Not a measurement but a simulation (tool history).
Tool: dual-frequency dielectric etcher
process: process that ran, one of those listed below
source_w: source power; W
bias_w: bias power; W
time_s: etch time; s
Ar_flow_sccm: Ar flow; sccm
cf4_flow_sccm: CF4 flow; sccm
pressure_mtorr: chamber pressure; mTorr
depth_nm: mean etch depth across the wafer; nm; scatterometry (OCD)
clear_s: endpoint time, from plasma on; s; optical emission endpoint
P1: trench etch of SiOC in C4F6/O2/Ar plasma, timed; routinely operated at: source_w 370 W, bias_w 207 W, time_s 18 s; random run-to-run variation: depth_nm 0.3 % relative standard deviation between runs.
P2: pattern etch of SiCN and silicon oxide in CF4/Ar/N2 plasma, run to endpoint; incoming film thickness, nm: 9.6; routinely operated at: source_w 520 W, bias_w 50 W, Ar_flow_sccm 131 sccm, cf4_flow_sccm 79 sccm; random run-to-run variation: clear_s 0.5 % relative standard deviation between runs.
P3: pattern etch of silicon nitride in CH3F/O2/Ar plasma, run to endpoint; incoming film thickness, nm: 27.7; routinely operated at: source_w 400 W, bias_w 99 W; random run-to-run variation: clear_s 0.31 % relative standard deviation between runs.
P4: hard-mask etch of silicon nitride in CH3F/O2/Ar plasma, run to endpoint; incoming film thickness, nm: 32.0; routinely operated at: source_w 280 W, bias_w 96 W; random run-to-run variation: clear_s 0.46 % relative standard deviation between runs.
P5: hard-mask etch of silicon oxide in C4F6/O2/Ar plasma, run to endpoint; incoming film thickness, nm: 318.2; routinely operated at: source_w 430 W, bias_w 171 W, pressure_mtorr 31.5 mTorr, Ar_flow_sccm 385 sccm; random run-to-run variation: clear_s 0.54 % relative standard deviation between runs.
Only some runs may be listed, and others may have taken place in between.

run,hour,process,source_w,bias_w,time_s,Ar_flow_sccm,cf4_flow_sccm,pressure_mtorr,hours since the last wet clean,hours since the last source power generator calibration,hours since the last bias power generator calibration,depth_nm,clear_s
1,3.1,P1,370,207,18,,,,402.2,1013.7,719.6,36.366,
2,7.1,P1,270,207,18,,,,406.2,1017.7,723.6,32.015,
3,11.8,P3,270,99,,,,,410.9,1022.4,728.3,,41.142
4,17.4,P2,520,63,,131,79,,416.5,1028,733.9,,10.633
5,22.1,P1,440,207,18,,,,421.2,1032.7,738.6,38.748,
6,26.7,P5,430,171,,385,,31.5,425.8,1037.3,743.2,,104.82
7,29.3,P4,280,96,,,,,428.4,1039.9,745.8,,47.061
8,32.3,P1,370,207,18,,,,431.4,1042.9,748.8,36.241,
9,35.5,P4,280,78,,,,,434.6,1046.1,752,,50.964
10,38.8,P1,280,128,18,,,,437.9,1049.4,755.3,27.88,
11,42.7,P1,370,161,25,,,,441.8,1053.3,759.2,46.493,
12,45.2,P1,370,279,18,,,,444.3,1055.8,761.7,40.143,
13,50.4,P2,520,50,,80,79,,449.5,1061,766.9,,10.649
14,53.8,P3,400,122,,,,,452.9,1064.4,770.3,,33.078
15,58.2,P2,520,50,,131,79,,457.3,1068.8,774.7,,11.446
16,62.1,P3,400,99,,,,,461.2,1072.7,778.6,,35.768
# hour 62.3: source power generator calibrated
17,66.3,P3,400,99,,,,,465.4,4,782.8,,35.85
18,68.8,P5,430,171,,385,,25,467.9,6.5,785.3,,102.46
19,72.2,P5,430,135,,385,,31.5,471.3,9.9,788.7,,112.58
20,76.3,P2,350,50,,131,79,,475.4,14,792.8,,16.351
21,80.5,P5,560,171,,385,,31.5,479.6,18.2,797,,95.717
22,83.7,P4,280,96,,,,,482.8,21.4,800.2,,47.393
23,88.8,P1,370,207,18,,,,487.9,26.5,805.3,36.322,
24,94.3,P1,370,207,18,,,,493.4,32,810.8,36.254,
25,97.5,P5,430,171,,385,,31.5,496.6,35.2,814,,105.15
26,103,P1,370,207,18,,,,502.1,40.7,819.5,36.154,
27,105.8,P1,370,207,24.5,,,,504.9,43.5,822.3,49.383,
28,110.3,P4,370,96,,,,,509.4,48,826.8,,42.468
29,114.8,P1,370,207,12,,,,513.9,52.5,831.3,24.222,
30,120,P2,520,50,,131,98,,519.1,57.7,836.5,,11.06
31,125.4,P1,370,143,18,,,,524.5,63.1,841.9,32.113,
32,129,P1,290,134,18,,,,528.1,66.7,845.5,28.763,
33,132.4,P5,430,171,,260,,31.5,531.5,70.1,848.9,,99.418
34,135.5,P1,370,207,18,,,,534.6,73.2,852,35.994,
35,140.9,P1,370,207,18,,,,540,78.6,857.4,36.453,
36,143.4,P1,370,207,18,,,,542.5,81.1,859.9,36.529,
37,148.1,P1,370,207,18,,,,547.2,85.8,864.6,36.759,
38,152,P1,370,207,18,,,,551.1,89.7,868.5,36.523,
# hour 157.7: wet clean of the chamber
39,157.7,P1,370,207,18,,,,0,95.4,874.2,36.844,
40,162.2,P1,370,207,18,,,,4.5,99.9,878.7,36.755,
41,167.6,P1,370,207,18,,,,9.9,105.3,884.1,36.753,

P1 no longer gives what it gave before; its output has crept away from where it was. The following 2 causes, each at its listed size, fit the log equally well:
A: bias power that arrives over what is set, % = 4.78
B: source power that arrives over what is set, % = 4.07
Creep in the process output first set in at about hour 135.5.
What rules out each remaining cause:
chamber walls in a state that raises the etch rate, %: was serviced at hour 157.7, once the creep was under way, yet the earlier output never came back

Of the 4 check runs below, each run on 3 wafers with the results averaged and each result still a question mark, which one would tell the listed causes apart?
check 1,173,P2,520,50,,131,79,,,,,,?
check 2,173,P5,430,171,,385,,31.5,,,,,?
check 3,173,P3,400,99,,,,,,,,,?
check 4,173,P4,280,96,,,,,,,,,?

Outcome of each check run for each possible cause:
check,result,if A,if B
check 1,clear_s,11.341,11.107
check 2,clear_s,103.09,102.98
check 3,clear_s,35.153,35.234
check 4,clear_s,46.309,46.433
Per-check spread between the two closest causes, in the result where they differ most: check 1 2.08 %; check 2 0.1 %; check 3 0.23 %; check 4 0.27 %
Only in check 1 would the causes give clearly different results; in the remaining checks their results would be nearly the same.

Here is what check 1 returned: clear_s 11.357 s. Which cause is it?

It was cause A: bias power that arrives over what is set, %.

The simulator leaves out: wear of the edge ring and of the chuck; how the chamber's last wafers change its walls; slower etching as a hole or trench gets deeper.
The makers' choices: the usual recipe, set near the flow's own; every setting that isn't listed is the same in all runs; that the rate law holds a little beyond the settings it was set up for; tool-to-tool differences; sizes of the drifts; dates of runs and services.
